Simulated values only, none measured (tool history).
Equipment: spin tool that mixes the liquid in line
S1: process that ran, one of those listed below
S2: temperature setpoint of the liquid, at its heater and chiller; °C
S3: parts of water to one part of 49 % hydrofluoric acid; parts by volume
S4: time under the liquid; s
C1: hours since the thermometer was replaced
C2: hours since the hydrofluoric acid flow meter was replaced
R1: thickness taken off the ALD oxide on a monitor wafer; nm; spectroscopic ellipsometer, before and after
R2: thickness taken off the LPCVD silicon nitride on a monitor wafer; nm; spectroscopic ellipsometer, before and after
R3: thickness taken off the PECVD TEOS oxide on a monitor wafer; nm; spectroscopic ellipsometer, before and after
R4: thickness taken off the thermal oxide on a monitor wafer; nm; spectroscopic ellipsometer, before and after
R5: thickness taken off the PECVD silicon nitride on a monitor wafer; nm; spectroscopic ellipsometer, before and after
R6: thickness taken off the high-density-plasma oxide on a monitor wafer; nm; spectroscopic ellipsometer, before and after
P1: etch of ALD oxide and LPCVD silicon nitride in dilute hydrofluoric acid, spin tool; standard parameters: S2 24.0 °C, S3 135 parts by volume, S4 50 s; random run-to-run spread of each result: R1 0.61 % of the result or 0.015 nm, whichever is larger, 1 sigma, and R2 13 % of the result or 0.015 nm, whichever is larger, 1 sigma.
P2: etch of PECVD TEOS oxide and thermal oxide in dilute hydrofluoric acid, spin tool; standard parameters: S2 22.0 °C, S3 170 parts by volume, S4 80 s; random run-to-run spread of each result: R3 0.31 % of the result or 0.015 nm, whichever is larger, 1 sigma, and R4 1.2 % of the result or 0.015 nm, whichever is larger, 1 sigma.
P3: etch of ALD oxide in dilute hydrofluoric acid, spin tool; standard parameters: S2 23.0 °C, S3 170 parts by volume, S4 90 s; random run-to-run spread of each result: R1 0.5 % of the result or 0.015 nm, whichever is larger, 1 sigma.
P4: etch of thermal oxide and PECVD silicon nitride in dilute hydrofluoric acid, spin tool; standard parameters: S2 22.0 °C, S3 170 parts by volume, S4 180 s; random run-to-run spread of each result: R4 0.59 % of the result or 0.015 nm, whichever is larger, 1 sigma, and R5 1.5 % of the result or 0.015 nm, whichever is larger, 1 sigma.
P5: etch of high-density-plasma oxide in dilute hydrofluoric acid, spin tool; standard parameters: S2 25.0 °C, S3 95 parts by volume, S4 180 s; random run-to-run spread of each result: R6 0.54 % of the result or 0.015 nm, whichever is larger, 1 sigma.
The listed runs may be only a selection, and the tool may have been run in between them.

Run 1, day 0.217: S1 P1, S2 24.0 °C, S3 135 parts by volume, S4 50 s; C1 626.9; C2 256.5. Result: R1 4.1474 nm, R2 1.8467e-1 nm.
Run 2, day 0.492: S1 P1, S2 31.0 °C, S3 135 parts by volume, S4 80 s; C1 633.5; C2 263.1. Result: R1 8.5440 nm, R2 3.6792e-1 nm.
Run 3, day 0.700: S1 P2, S2 22.0 °C, S3 260 parts by volume, S4 80 s; C1 638.5; C2 268.1. Result: R3 6.8635 nm, R4 1.18020 nm.
Run 4, day 0.962: S1 P1, S2 24.0 °C, S3 135 parts by volume, S4 50 s; C1 644.8; C2 274.4. Result: R1 4.1101 nm, R2 2.05e-1 nm.
Run 5, day 1.162: S1 P4, S2 22.0 °C, S3 55 parts by volume, S4 180 s; C1 649.6; C2 279.2. Result: R4 14.35600 nm, R5 4.93480 nm.
Run 6, day 1.400: S1 P2, S2 17.0 °C, S3 170 parts by volume, S4 80 s; C1 655.3; C2 284.9. Result: R3 9.4556 nm, R4 1.64090 nm.
Run 7, day 1.729: S1 P5, S2 31.0 °C, S3 95 parts by volume, S4 180 s; C1 663.2; C2 292.8. Result: R6 13.8860 nm.
Run 8, day 1.992: S1 P1, S2 24.0 °C, S3 135 parts by volume, S4 15 s; C1 669.5; C2 299.1. Result: R1 1.2633 nm, R2 3.4856e-2 nm.
Run 9, day 2.162: S1 P5, S2 25.0 °C, S3 95 parts by volume, S4 180 s; C1 673.6; C2 303.2. Result: R6 11.0070 nm.
Run 10, day 2.308: S1 P2, S2 22.0 °C, S3 170 parts by volume, S4 80 s; C1 677.1; C2 306.7. Result: R3 11.4250 nm, R4 1.99330 nm.
Run 11, day 2.571: S1 P1, S2 20.0 °C, S3 135 parts by volume, S4 15 s; C1 683.4; C2 313.0. Result: R1 1.0373 nm, R2 2.5243e-2 nm.
Run 12, day 2.900: S1 P4, S2 17.0 °C, S3 170 parts by volume, S4 180 s; C1 691.3; C2 320.9. Result: R4 3.39730 nm, R5 1.16550 nm.
Run 13, day 3.146: S1 P4, S2 22.0 °C, S3 170 parts by volume, S4 180 s; C1 697.2; C2 326.8. Result: R4 4.04620 nm, R5 1.64720 nm.
Run 14, day 3.338: S1 P3, S2 23.0 °C, S3 170 parts by volume, S4 90 s; C1 701.8; C2 331.4. Result: R1 15.0930 nm.
Run 15, day 3.629: S1 P1, S2 24.0 °C, S3 135 parts by volume, S4 95 s; C1 708.8; C2 338.4. Result: R1 7.9489 nm, R2 3.752e-1 nm.
Run 16, day 3.871: S1 P1, S2 31.5 °C, S3 135 parts by volume, S4 50 s; C1 714.6; C2 344.2. Result: R1 5.4719 nm, R2 3.1452e-1 nm.
Run 17, day 4.158: S1 P5, S2 25.0 °C, S3 95 parts by volume, S4 290 s; C1 721.5; C2 351.1. Result: R6 17.7880 nm.
Run 18, day 4.342: S1 P4, S2 22.0 °C, S3 170 parts by volume, S4 75 s; C1 725.9; C2 355.5. Result: R4 1.69790 nm, R5 0.68778 nm.
Run 19, day 4.592: S1 P1, S2 17.5 °C, S3 135 parts by volume, S4 50 s; C1 731.9; C2 361.5. Result: R1 3.2031 nm, R2 1.2396e-1 nm.
Run 20, day 4.750: S1 P2, S2 22.0 °C, S3 170 parts by volume, S4 15 s; C1 735.7; C2 365.3. Result: R3 2.1724 nm, R4 0.39024 nm.
Run 21, day 5.058: S1 P3, S2 23.0 °C, S3 170 parts by volume, S4 175 s; C1 743.1; C2 372.7. Result: R1 29.2910 nm.
Run 22, day 5.371: S1 P1, S2 24.0 °C, S3 135 parts by volume, S4 50 s; C1 750.6; C2 380.2. Result: R1 4.1463 nm, R2 2.0988e-1 nm.
Run 23, day 5.621: S1 P5, S2 25.0 °C, S3 170 parts by volume, S4 180 s; C1 756.6; C2 386.2. Result: R6 5.6048 nm.
Run 24, day 5.942: S1 P4, S2 22.0 °C, S3 170 parts by volume, S4 180 s; C1 764.3; C2 393.9. Result: R4 4.06440 nm, R5 1.60610 nm.
Run 25, day 6.233: S1 P1, S2 24.0 °C, S3 75 parts by volume, S4 50 s; C1 771.3; C2 400.9. Result: R1 7.9754 nm, R2 3.3595e-1 nm.
Run 26, day 6.525: S1 P5, S2 25.0 °C, S3 95 parts by volume, S4 180 s; C1 778.3; C2 407.9. Result: R6 10.9140 nm.
Run 27, day 6.796: S1 P3, S2 17.0 °C, S3 170 parts by volume, S4 90 s; C1 784.8; C2 414.4. Result: R1 11.8960 nm.
At day 7.042: hydrofluoric acid flow meter replaced.
Run 28, day 7.117: S1 P1, S2 17.0 °C, S3 135 parts by volume, S4 15 s; C1 792.5; C2 1.9. Result: R1 0.9247 nm, R2 9.4537e-4 nm.
Run 29, day 7.338: S1 P1, S2 24.0 °C, S3 135 parts by volume, S4 50 s; C1 797.8; C2 7.2. Result: R1 4.1284 nm, R2 1.9688e-1 nm.
Run 30, day 7.662: S1 P1, S2 24.0 °C, S3 230 parts by volume, S4 50 s; C1 805.6; C2 15.0. Result: R1 2.1825 nm, R2 1.3969e-1 nm.
Run 31, day 7.829: S1 P1, S2 24.0 °C, S3 135 parts by volume, S4 50 s; C1 809.6; C2 19.0. Result: R1 4.0887 nm, R2 1.876e-1 nm.
Run 32, day 8.033: S1 P3, S2 23.0 °C, S3 70 parts by volume, S4 90 s; C1 814.5; C2 23.9. Result: R1 41.5340 nm.
Run 33, day 8.188: S1 P2, S2 22.0 °C, S3 170 parts by volume, S4 80 s; C1 818.2; C2 27.6. Result: R3 11.5330 nm, R4 1.94220 nm.
Run 34, day 8.450: S1 P1, S2 24.0 °C, S3 135 parts by volume, S4 50 s; C1 824.5; C2 33.9. Result: R1 4.1493 nm, R2 1.6639e-1 nm.
Run 35, day 8.662: S1 P1, S2 24.0 °C, S3 135 parts by volume, S4 50 s; C1 829.6; C2 39.0. Result: R1 4.2283 nm, R2 2.1068e-1 nm.
Run 36, day 8.867: S1 P1, S2 24.0 °C, S3 135 parts by volume, S4 50 s; C1 834.5; C2 43.9. Result: R1 4.2986 nm, R2 2.0977e-1 nm.
Run 37, day 9.121: S1 P1, S2 24.0 °C, S3 135 parts by volume, S4 50 s; C1 840.6; C2 50.0. Result: R1 4.3061 nm, R2 2.1219e-1 nm.
Run 38, day 9.379: S1 P1, S2 24.0 °C, S3 135 parts by volume, S4 50 s; C1 846.8; C2 56.2. Result: R1 4.3053 nm, R2 2.0613e-1 nm.
Run 39, day 9.533: S1 P1, S2 24.0 °C, S3 135 parts by volume, S4 50 s; C1 850.5; C2 59.9. Result: R1 4.3428 nm, R2 2.0361e-1 nm.
Run 40, day 9.767: S1 P1, S2 24.0 °C, S3 135 parts by volume, S4 50 s; C1 856.1; C2 65.5. Result: R1 4.3786 nm, R2 1.9684e-1 nm.
Run 41, day 9.992: S1 P1, S2 24.0 °C, S3 135 parts by volume, S4 50 s; C1 861.5; C2 70.9. Result: R1 4.3682 nm, R2 1.5678e-1 nm.
Run 42, day 10.146: S1 P1, S2 24.0 °C, S3 135 parts by volume, S4 50 s; C1 865.2; C2 74.6. Result: R1 4.4445 nm, R2 2.0344e-1 nm.
Run 43, day 10.392: S1 P1, S2 24.0 °C, S3 135 parts by volume, S4 50 s; C1 871.1; C2 80.5. Result: R1 4.3958 nm, R2 1.7813e-1 nm.

The log shows P1 creeping away from where it was. Any of the 2 causes listed here, at the size stated for it, fits the log just as well as the others:
A: hydrofluoric acid flow above the setpoint (%) = 4.79
B: liquid hotter than its thermometer reads (K) = 1.41
The gradual shift began around day 8.450.

Each of the check runs listed below is run on 5 wafers and reports their average, with the results left as question marks. Pick the one under which the possible causes would lead to clearly different results.
Run check 1, day 10.638: S1 P5, S2 25.0 °C, S3 165 parts by volume, S4 180 s. Result: R6 ?.
Run check 2, day 10.638: S1 P4, S2 17.0 °C, S3 80 parts by volume, S4 180 s. Result: R4 ?, R5 ?.
Run check 3, day 10.638: S1 P3, S2 17.5 °C, S3 170 parts by volume, S4 175 s. Result: R1 ?.
Run check 4, day 10.638: S1 P2, S2 17.0 °C, S3 170 parts by volume, S4 80 s. Result: R3 ?, R4 ?.

Check results expected under each cause:
  check  result     if A     if B
check 1      R6   6.1643   6.1455
check 2      R4  8.23020  8.30520
check 2      R5  2.52910  2.66710
check 3      R1  25.0250  25.0800
check 4      R3   9.9665   9.9923
check 4      R4  1.71890  1.72330
Distance between the nearest two causes, measured in the result of the check that separates them most: check 1 0.31 %; check 2 5.31 %; check 3 0.22 %; check 4 0.26 %
Only in check 2 would the causes give clearly different results; in the remaining checks their results would be nearly the same.

After running check 2, the following was obtained: R4 8.21990 nm; R5 2.52250 nm. Which cause does this point to?

It is A: hydrofluoric acid flow above the setpoint (%).
